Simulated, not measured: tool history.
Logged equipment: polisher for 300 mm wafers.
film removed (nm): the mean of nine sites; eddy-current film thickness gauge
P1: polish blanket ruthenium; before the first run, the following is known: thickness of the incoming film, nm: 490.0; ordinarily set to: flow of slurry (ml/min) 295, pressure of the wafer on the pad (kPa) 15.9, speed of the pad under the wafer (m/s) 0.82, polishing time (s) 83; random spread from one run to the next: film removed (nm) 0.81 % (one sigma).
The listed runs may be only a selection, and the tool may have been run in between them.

run,hour,flow of slurry (ml/min),pressure of the wafer on the pad (kPa),speed of the pad under the wafer (m/s),polishing time (s),wafers polished on this pad,hours since the slurry nozzle was cleaned,hours since the head pressure was calibrated,film removed (nm)
1,8.1,295,15.9,0.82,83,286,130.9,210.5,75.980
2,16.2,295,15.9,0.82,83,337,139.0,218.6,75.343
3,24.6,295,15.9,0.42,83,389,147.4,227.0,38.584
# hour 24.9: worn pad replaced by a new one
4,28.7,295,15.9,1.12,83,24,151.5,231.1,102.090
5,35.3,370,15.9,0.82,83,65,158.1,237.7,76.082
6,40.8,295,15.9,0.82,83,99,163.6,243.2,76.387
7,48.2,295,11.0,0.82,83,146,171.0,250.6,52.689
8,53.7,295,15.9,0.82,83,180,176.5,256.1,74.983
9,59.2,175,15.9,0.82,83,215,182.0,261.6,70.370
10,65.3,295,15.9,0.82,58,253,188.1,267.7,52.714
11,72.1,295,6.9,0.64,83,295,194.9,274.5,25.344
12,80.0,295,24.1,0.82,83,345,202.8,282.4,113.820
13,88.1,215,22.1,0.82,83,395,210.9,290.5,102.820
14,93.9,295,21.4,0.82,52,432,216.7,296.3,63.276
15,101.3,295,15.9,0.82,130,478,224.1,303.7,117.660
16,109.6,295,15.9,0.82,83,530,232.4,312.0,75.129
17,117.2,295,15.9,0.82,83,577,240.0,319.6,74.903
18,122.4,295,15.9,0.82,83,610,245.2,324.8,74.494
19,130.0,295,15.9,0.82,83,657,252.8,332.4,73.729
20,136.5,295,15.9,0.82,83,698,259.3,338.9,71.353
21,142.8,295,15.9,0.82,83,737,265.6,345.2,72.826
# hour 144.2: worn pad replaced by a new one
22,152.1,295,15.9,0.82,83,49,274.9,354.5,71.973
23,157.5,295,15.9,0.82,83,83,280.3,359.9,71.557

What P1 gives has crept away from where it was. These 2 causes fit the log equally well, each at the size given:
A: slurry flow missing at the pad, % = 30.9
B: head's pressure below its setpoint, % = 3.97
The drift started at roughly hour 117.2.
Excluded causes, each with its reason:
removal rate lost through wear of the pad, %: its service at hour 144.2 followed the start of the drift and did not put the process back to its old value

Below are 4 check runs, each averaged over 5 wafers, with their results shown as question marks. Which of them would give clearly different results depending on which cause is behind the drift?
check 1,162.9,295,15.9,0.52,63,,,,?
check 2,162.9,295,21.4,0.82,127,,,,?
check 3,162.9,175,15.9,0.82,83,,,,?
check 4,162.9,295,23.4,0.56,83,,,,?

Predicted outcomes, by check and by cause:
check,result,if A,if B
check 1,film removed (nm),34.705,34.702
check 2,film removed (nm),148.700,148.680
check 3,film removed (nm),66.082,67.781
check 4,film removed (nm),72.789,72.783
How far apart the two closest causes lie, in the result that separates them most: check 1 0.01 %; check 2 0.01 %; check 3 2.54 %; check 4 0.01 %
Check 3 is the one run that separates the causes; every other check would come out nearly the same whichever cause is at work.

Check 3 was carried out, with these results: film removed (nm) 66.052. Which of the listed causes is responsible?

Of the candidate causes, it is A: slurry flow missing at the pad, %.
